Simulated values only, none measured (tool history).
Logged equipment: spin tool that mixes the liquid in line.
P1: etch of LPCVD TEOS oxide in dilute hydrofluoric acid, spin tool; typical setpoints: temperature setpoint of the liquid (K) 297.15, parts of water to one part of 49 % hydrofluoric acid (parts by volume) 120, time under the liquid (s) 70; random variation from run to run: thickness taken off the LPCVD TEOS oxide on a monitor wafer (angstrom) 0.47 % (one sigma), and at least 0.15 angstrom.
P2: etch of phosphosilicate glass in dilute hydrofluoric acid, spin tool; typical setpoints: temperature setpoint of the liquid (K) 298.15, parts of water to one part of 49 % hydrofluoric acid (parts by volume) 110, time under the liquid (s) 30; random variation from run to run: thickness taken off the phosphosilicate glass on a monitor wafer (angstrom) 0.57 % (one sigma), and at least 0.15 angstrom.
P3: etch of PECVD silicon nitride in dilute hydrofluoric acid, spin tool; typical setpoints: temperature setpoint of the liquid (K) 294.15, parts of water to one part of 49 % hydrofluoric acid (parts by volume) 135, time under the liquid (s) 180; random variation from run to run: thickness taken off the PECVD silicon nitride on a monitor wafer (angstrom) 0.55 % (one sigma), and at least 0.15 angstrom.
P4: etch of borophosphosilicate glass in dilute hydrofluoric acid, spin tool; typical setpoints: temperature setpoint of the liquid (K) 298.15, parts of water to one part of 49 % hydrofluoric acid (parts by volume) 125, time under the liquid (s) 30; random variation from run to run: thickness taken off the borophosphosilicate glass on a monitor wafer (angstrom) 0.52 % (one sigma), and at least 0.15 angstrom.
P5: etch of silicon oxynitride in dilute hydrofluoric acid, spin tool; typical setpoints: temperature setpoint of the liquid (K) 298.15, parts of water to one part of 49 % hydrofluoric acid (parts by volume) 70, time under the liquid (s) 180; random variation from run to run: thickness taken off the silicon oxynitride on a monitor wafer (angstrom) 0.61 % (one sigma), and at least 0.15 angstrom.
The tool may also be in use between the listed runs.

run     day  process that ran  temperature setpoint of the liquid (K)  parts of water to one part of 49 % hydrofluoric acid (parts by volume)  time under the liquid (s)  hours since the thermometer was replaced  hours since the hydrofluoric acid flow meter was replaced  thickness taken off the LPCVD TEOS oxide on a monitor wafer (angstrom)  thickness taken off the PECVD silicon nitride on a monitor wafer (angstrom)  thickness taken off the silicon oxynitride on a monitor wafer (angstrom)  thickness taken off the phosphosilicate glass on a monitor wafer (angstrom)  thickness taken off the borophosphosilicate glass on a monitor wafer (angstrom)
  1   0.258                P1                                  297.15                                                                     120                         70                                      96.8                                                     1084.7                                                                 239.170
  2   0.612                P3                                  294.15                                                                     135                         25                                     105.3                                                     1093.2                                                                                                                                               5.3271
  3   0.900                P1                                  297.15                                                                     120                         70                                     112.2                                                     1100.1                                                                 239.290
  4   1.312                P1                                  297.15                                                                     120                         70                                     122.1                                                     1110.0                                                                 241.500
  5   1.579                P1                                  297.15                                                                     120                         70                                     128.5                                                     1116.4                                                                 241.210
  6   1.892                P5                                  298.15                                                                      70                        180                                     136.0                                                     1123.9                                                                                                                                                                                                                         40.219
  7   2.208                P5                                  305.65                                                                      70                        180                                     143.6                                                     1131.5                                                                                                                                                                                                                         56.876
  8   2.458                P2                                  298.15                                                                     110                         30                                     149.6                                                     1137.5                                                                                                                                                                                                                                                                                                      163.43
  9   2.662                P1                                  297.15                                                                      25                         70                                     154.5                                                     1142.4                                                                1314.500
 10   3.092                P2                                  293.65                                                                     110                         30                                     164.8                                                     1152.7                                                                                                                                                                                                                                                                                                      138.12
 11   3.350                P2                                  298.15                                                                      60                         30                                     171.0                                                     1158.9                                                                                                                                                                                                                                                                                                      324.46
 12   3.588                P4                                  294.15                                                                     125                         30                                     176.7                                                     1164.6                                                                                                                                                                                                                                                                                                                                                                                       105.82
 13   4.004                P1                                  297.15                                                                     120                         70                                     186.7                                                     1174.6                                                                 241.450
 14   4.296                P1                                  293.65                                                                     120                         35                                     193.7                                                     1181.6                                                                 104.370
 15   4.579                P3                                  294.15                                                                     135                        180                                     200.5                                                     1188.4                                                                                                                                              37.9840
 16   4.888                P4                                  298.15                                                                      30                         30                                     207.9                                                     1195.8                                                                                                                                                                                                                                                                                                                                                                                       580.77
 17   5.117                P1                                  297.15                                                                     120                        135                                     213.4                                                     1201.3                                                                 461.660
 18   5.504                P1                                  297.15                                                                     120                         70                                     222.7                                                     1210.6                                                                 242.110
 19   5.817                P3                                  301.15                                                                     135                        180                                     230.2                                                     1218.1                                                                                                                                              60.0280
 20   6.217                P1                                  305.65                                                                     120                         70                                     239.8                                                     1227.7                                                                 330.480
 21   6.571                P3                                  294.15                                                                      70                        180                                     248.3                                                     1236.2                                                                                                                                              72.4480
 22   6.983                P4                                  298.15                                                                     125                         65                                     258.2                                                     1246.1                                                                                                                                                                                                                                                                                                                                                                                       264.82
 23   7.392                P2                                  298.15                                                                     110                         55                                     268.0                                                     1255.9                                                                                                                                                                                                                                                                                                      300.12
 24   7.717                P3                                  294.15                                                                     135                        180                                     275.8                                                     1263.7                                                                                                                                              38.1730
 25   7.946                P5                                  298.15                                                                      40                        180                                     281.3                                                     1269.2                                                                                                                                                                                                                         71.907
 26   8.304                P1                                  290.65                                                                     120                         70                                     289.9                                                     1277.8                                                                 185.040
 27   8.654                P1                                  297.15                                                                     120                         30                                     298.3                                                     1286.2                                                                 102.870
 28   8.929                P5                                  298.15                                                                      70                        360                                     304.9                                                     1292.8                                                                                                                                                                                                                         80.887
 29   9.167                P4                                  298.15                                                                     125                         30                                     310.6                                                     1298.5                                                                                                                                                                                                                                                                                                                                                                                       123.01
 30   9.392                P1                                  297.15                                                                     200                         70                                     316.0                                                     1303.9                                                                 132.650
 31   9.671                P1                                  290.65                                                                     210                         70                                     322.7                                                     1310.6                                                                  97.351
 32  10.054                P1                                  297.15                                                                     120                         70                                     331.9                                                     1319.8                                                                 238.700
 33  10.279                P1                                  297.15                                                                     120                         70                                     337.3                                                     1325.2                                                                 240.250
 34  10.696                P1                                  297.15                                                                     120                         70                                     347.3                                                     1335.2                                                                 251.440
 35  11.125                P1                                  297.15                                                                     120                         70                                     357.6                                                     1345.5                                                                 253.440
 36  11.383                P1                                  297.15                                                                     120                         70                                     363.8                                                     1351.7                                                                 257.410

Run 37, settings as shown, results not yet in. Your forecast:
 37  11.600                P1                                  297.15                                                                     120                         70                                     369.0                                                     1356.9                                                                       ?

thickness taken off the LPCVD TEOS oxide on a monitor wafer (angstrom): 258.160

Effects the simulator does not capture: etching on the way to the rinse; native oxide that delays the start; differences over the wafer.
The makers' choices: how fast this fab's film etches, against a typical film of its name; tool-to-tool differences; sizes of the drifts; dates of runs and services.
